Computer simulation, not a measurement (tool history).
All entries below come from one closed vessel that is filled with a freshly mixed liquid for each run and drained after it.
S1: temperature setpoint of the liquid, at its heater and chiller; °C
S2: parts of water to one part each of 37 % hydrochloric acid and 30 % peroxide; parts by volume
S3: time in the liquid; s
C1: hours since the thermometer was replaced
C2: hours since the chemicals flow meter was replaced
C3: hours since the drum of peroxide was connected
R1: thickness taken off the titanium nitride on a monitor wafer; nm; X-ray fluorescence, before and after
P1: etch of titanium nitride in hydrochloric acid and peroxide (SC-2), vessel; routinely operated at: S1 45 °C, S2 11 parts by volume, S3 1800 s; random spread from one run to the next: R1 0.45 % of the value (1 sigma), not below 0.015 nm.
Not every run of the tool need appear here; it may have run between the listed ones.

run,hour,S1,S2,S3,C1,C2,C3,R1
1,8.8,45,11,1800,1215.7,325.5,837.9,43.371
2,20.6,59.5,11,1800,1227.5,337.3,849.7,113.08
3,31.9,58,11,270,1238.8,348.6,861,15.355
4,40.1,45,11,1800,1247,356.8,869.2,43.599
5,52.8,45,11,1800,1259.7,369.5,881.9,43.489
6,58.9,53.5,11,3150,1265.8,375.6,888,135.66
7,70,45,11,155,1276.9,386.7,899.1,3.7476
8,81.4,45,11,1800,1288.3,398.1,910.5,43.834
# hour 89: thermometer replaced
9,91.6,45,18.5,1800,2.6,408.3,920.7,27.686
10,102.3,45,11,2825,13.3,419,931.4,68.561
11,113.2,35,11,1800,24.2,429.9,942.3,21.457
12,125,45,11,1800,36,441.7,954.1,43.503
13,137.2,45,16,690,48.2,453.9,966.3,12.035
14,147.9,45,11,1800,58.9,464.6,977,43.487
15,158.6,45,4,1800,69.6,475.3,987.7,94.053
16,165.2,45,11,1800,76.2,481.9,994.3,43.707
17,171,45,11,1800,82,487.7,1000.1,43.58
18,179,45,11,1800,90,495.7,1008.1,42.523
19,186.7,45,11,1800,97.7,503.4,1015.8,41.655
20,193.4,45,11,1800,104.4,510.1,1022.5,41.234
21,202.2,45,11,1800,113.2,518.9,1031.3,40.871
22,208.3,45,11,1800,119.3,525,1037.4,40.643
23,217.8,45,11,1800,128.8,534.5,1046.9,40.44
# hour 219.7: new drum of peroxide connected
24,225.6,45,11,1800,136.6,542.3,6,40.395
25,236.8,45,11,1800,147.8,553.5,17.2,40.274
26,242.9,45,11,1800,153.9,559.6,23.3,40.413

Run 27 comes next. What will it give?
27,255.3,45,11,1800,166.3,572,35.7,?

{"run 27": {"R1": 40.186}}
